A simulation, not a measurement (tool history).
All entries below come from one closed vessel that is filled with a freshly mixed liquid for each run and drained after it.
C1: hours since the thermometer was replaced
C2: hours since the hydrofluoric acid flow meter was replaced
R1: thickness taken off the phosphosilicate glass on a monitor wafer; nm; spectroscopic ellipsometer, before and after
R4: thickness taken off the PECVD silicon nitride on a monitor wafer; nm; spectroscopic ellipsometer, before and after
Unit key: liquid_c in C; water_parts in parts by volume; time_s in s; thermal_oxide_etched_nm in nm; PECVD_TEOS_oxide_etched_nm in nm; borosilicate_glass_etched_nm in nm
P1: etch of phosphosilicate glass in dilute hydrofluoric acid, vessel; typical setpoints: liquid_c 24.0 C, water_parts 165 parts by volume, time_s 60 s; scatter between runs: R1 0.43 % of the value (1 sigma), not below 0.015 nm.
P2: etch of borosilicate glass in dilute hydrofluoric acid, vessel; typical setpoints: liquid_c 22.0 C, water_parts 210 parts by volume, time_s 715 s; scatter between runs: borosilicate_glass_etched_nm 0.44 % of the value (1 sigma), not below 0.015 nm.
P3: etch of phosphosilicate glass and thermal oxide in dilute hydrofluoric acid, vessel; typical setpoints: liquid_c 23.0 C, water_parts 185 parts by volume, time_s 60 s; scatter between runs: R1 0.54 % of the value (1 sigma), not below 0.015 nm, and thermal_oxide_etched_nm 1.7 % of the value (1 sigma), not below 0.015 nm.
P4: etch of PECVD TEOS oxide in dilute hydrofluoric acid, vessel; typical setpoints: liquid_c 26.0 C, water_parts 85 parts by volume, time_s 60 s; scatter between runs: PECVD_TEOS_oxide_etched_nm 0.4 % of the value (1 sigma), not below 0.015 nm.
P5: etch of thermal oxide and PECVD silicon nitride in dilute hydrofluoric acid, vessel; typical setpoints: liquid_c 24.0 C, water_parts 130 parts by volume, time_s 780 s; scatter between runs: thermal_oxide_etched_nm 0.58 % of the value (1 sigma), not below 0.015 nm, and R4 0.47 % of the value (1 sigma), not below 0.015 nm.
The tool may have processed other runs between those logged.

run 1 hour=6.4 | process=P1 liquid_c=24.0 water_parts=165 time_s=60 | C1=670.6 C2=464.0 | R1=68.031
run 2 hour=15.3 | process=P1 liquid_c=24.0 water_parts=165 time_s=90 | C1=679.5 C2=472.9 | R1=101.660
run 3 hour=20.3 | process=P1 liquid_c=31.5 water_parts=165 time_s=60 | C1=684.5 C2=477.9 | R1=89.157
run 4 hour=27.9 | process=P3 liquid_c=23.0 water_parts=185 time_s=60 | C1=692.1 C2=485.5 | R1=51.283 thermal_oxide_etched_nm=1.33460
run 5 hour=31.9 | process=P4 liquid_c=26.0 water_parts=85 time_s=60 | C1=696.1 C2=489.5 | PECVD_TEOS_oxide_etched_nm=16.8850
run 6 hour=37.8 | process=P5 liquid_c=17.0 water_parts=130 time_s=780 | C1=702.0 C2=495.4 | thermal_oxide_etched_nm=23.07100 R4=6.7033
run 7 hour=42.7 | process=P1 liquid_c=24.0 water_parts=100 time_s=60 | C1=706.9 C2=500.3 | R1=119.540
run 8 hour=50.9 | process=P2 liquid_c=22.0 water_parts=210 time_s=30 | C1=715.1 C2=508.5 | borosilicate_glass_etched_nm=2.5065
run 9 hour=58.3 | process=P5 liquid_c=24.0 water_parts=50 time_s=780 | C1=722.5 C2=515.9 | thermal_oxide_etched_nm=86.98000 R4=27.4930
run 10 hour=63.0 | process=P1 liquid_c=24.0 water_parts=165 time_s=60 | C1=727.2 C2=520.6 | R1=67.557
run 11 hour=71.6 | process=P1 liquid_c=24.0 water_parts=225 time_s=60 | C1=735.8 C2=529.2 | R1=46.609
run 12 hour=76.9 | process=P1 liquid_c=24.0 water_parts=165 time_s=60 | C1=741.1 C2=534.5 | R1=67.764
run 13 hour=83.8 | process=P4 liquid_c=26.0 water_parts=85 time_s=60 | C1=748.0 C2=541.4 | PECVD_TEOS_oxide_etched_nm=16.7800
run 14 hour=88.3 | process=P1 liquid_c=24.0 water_parts=165 time_s=30 | C1=752.5 C2=545.9 | R1=34.130
run 15 hour=96.0 | process=P2 liquid_c=22.0 water_parts=120 time_s=715 | C1=760.2 C2=553.6 | borosilicate_glass_etched_nm=114.2700
run 16 hour=100.5 | process=P1 liquid_c=24.0 water_parts=165 time_s=60 | C1=764.7 C2=558.1 | R1=67.693
run 17 hour=108.5 | process=P1 liquid_c=17.5 water_parts=165 time_s=60 | C1=772.7 C2=566.1 | R1=52.891
run 18 hour=115.1 | process=P3 liquid_c=23.0 water_parts=185 time_s=60 | C1=779.3 C2=572.7 | R1=51.390 thermal_oxide_etched_nm=1.32670
run 19 hour=123.0 | process=P2 liquid_c=17.5 water_parts=210 time_s=715 | C1=787.2 C2=580.6 | borosilicate_glass_etched_nm=50.0020
run 20 hour=129.4 | process=P5 liquid_c=24.0 water_parts=130 time_s=115 | C1=793.6 C2=587.0 | thermal_oxide_etched_nm=4.53830 R4=1.5976
run 21 hour=135.3 | process=P1 liquid_c=24.0 water_parts=165 time_s=60 | C1=799.5 C2=592.9 | R1=68.020
run 22 hour=140.0 | process=P1 liquid_c=24.0 water_parts=230 time_s=30 | C1=804.2 C2=597.6 | R1=22.648
run 23 hour=146.5 | process=P3 liquid_c=23.0 water_parts=335 time_s=60 | C1=810.7 C2=604.1 | R1=24.376 thermal_oxide_etched_nm=0.62969
run 24 hour=151.0 | process=P4 liquid_c=26.0 water_parts=85 time_s=30 | C1=815.2 C2=608.6 | PECVD_TEOS_oxide_etched_nm=8.3815
run 25 hour=159.8 | process=P2 liquid_c=22.0 water_parts=210 time_s=715 | C1=824.0 C2=617.4 | borosilicate_glass_etched_nm=59.3360
run 26 hour=167.0 | process=P5 liquid_c=24.0 water_parts=130 time_s=780 | C1=831.2 C2=624.6 | thermal_oxide_etched_nm=30.12300 R4=10.7190
run 27 hour=173.9 | process=P1 liquid_c=24.0 water_parts=165 time_s=60 | C1=838.1 C2=631.5 | R1=67.418
run 28 hour=178.6 | process=P1 liquid_c=28.5 water_parts=285 time_s=60 | C1=842.8 C2=636.2 | R1=40.458
run 29 hour=183.5 | process=P3 liquid_c=17.0 water_parts=185 time_s=60 | C1=847.7 C2=641.1 | R1=40.761 thermal_oxide_etched_nm=1.05680
run 30 hour=190.8 | process=P3 liquid_c=23.0 water_parts=185 time_s=95 | C1=855.0 C2=648.4 | R1=81.209 thermal_oxide_etched_nm=2.16570
run 31 hour=196.0 | process=P4 liquid_c=33.0 water_parts=85 time_s=60 | C1=860.2 C2=653.6 | PECVD_TEOS_oxide_etched_nm=21.9660
run 32 hour=202.5 | process=P4 liquid_c=26.0 water_parts=30 time_s=60 | C1=866.7 C2=660.1 | PECVD_TEOS_oxide_etched_nm=51.7050
run 33 hour=207.4 | process=P1 liquid_c=24.0 water_parts=165 time_s=60 | C1=871.6 C2=665.0 | R1=67.727
run 34 hour=214.9 | process=P1 liquid_c=24.0 water_parts=165 time_s=60 | C1=879.1 C2=672.5 | R1=69.590
run 35 hour=223.6 | process=P1 liquid_c=24.0 water_parts=165 time_s=60 | C1=887.8 C2=681.2 | R1=70.770
run 36 hour=227.6 | process=P1 liquid_c=24.0 water_parts=165 time_s=60 | C1=891.8 C2=685.2 | R1=71.476
run 37 hour=234.9 | process=P1 liquid_c=24.0 water_parts=165 time_s=60 | C1=899.1 C2=692.5 | R1=72.198
run 38 hour=239.3 | process=P1 liquid_c=24.0 water_parts=165 time_s=60 | C1=903.5 C2=696.9 | R1=71.535
run 39 hour=246.3 | process=P1 liquid_c=24.0 water_parts=165 time_s=60 | C1=910.5 C2=703.9 | R1=71.938
run 40 hour=252.9 | process=P1 liquid_c=24.0 water_parts=165 time_s=60 | C1=917.1 C2=710.5 | R1=72.803
run 41 hour=261.3 | process=P1 liquid_c=24.0 water_parts=165 time_s=60 | C1=925.5 C2=718.9 | R1=72.374
run 42 hour=266.3 | process=P1 liquid_c=24.0 water_parts=165 time_s=60 | C1=930.5 C2=723.9 | R1=72.228
run 43 hour=273.5 | process=P1 liquid_c=24.0 water_parts=165 time_s=60 | C1=937.7 C2=731.1 | R1=72.150

Something has made what P1 gives creep away from where it was; the 2 causes below, each at its own stated size, fit the log equally well:
A: hydrofluoric acid flow above the setpoint (%) = 5.89
B: liquid hotter than its thermometer reads (K) = 1.81
The onset of the drift is placed at about hour 207.4.

Consider the 4 single-wafer check runs listed below, results given as question marks: which one distinguishes between the causes by giving clearly different results for each?
run check 1 hour=280.7 | process=P4 liquid_c=31.5 water_parts=55 time_s=60 | PECVD_TEOS_oxide_etched_nm=?
run check 2 hour=280.7 | process=P2 liquid_c=19.0 water_parts=210 time_s=135 | borosilicate_glass_etched_nm=?
run check 3 hour=280.7 | process=P5 liquid_c=19.0 water_parts=130 time_s=215 | thermal_oxide_etched_nm=? R4=?
run check 4 hour=280.7 | process=P3 liquid_c=19.5 water_parts=325 time_s=60 | R1=? thermal_oxide_etched_nm=?

What every check run would give for each of its results, assuming each possible cause in turn:
check=check_1 result=PECVD_TEOS_oxide_etched_nm if_A=35.8970 if_B=36.1570
check=check_2 result=borosilicate_glass_etched_nm if_A=10.6710 if_B=10.6840
check=check_3 result=thermal_oxide_etched_nm if_A=7.29380 if_B=7.35380
check=check_3 result=R4 if_A=2.2405 if_B=2.3940
check=check_4 result=R1 if_A=24.107 if_B=23.912
check=check_4 result=thermal_oxide_etched_nm if_A=0.63440 if_B=0.62927
How far apart the two closest causes lie, in the result that separates them most: check 1 0.72 %; check 2 0.12 %; check 3 6.63 %; check 4 0.81 %
The other checks would show nearly matching results whichever cause is true, so check 3 is the only one that separates the causes.

Check 3 has now been run. It gave: thermal_oxide_etched_nm 7.29830 nm; R4 2.2195 nm. Which of the candidate causes is it?

It was cause A: hydrofluoric acid flow above the setpoint (%).
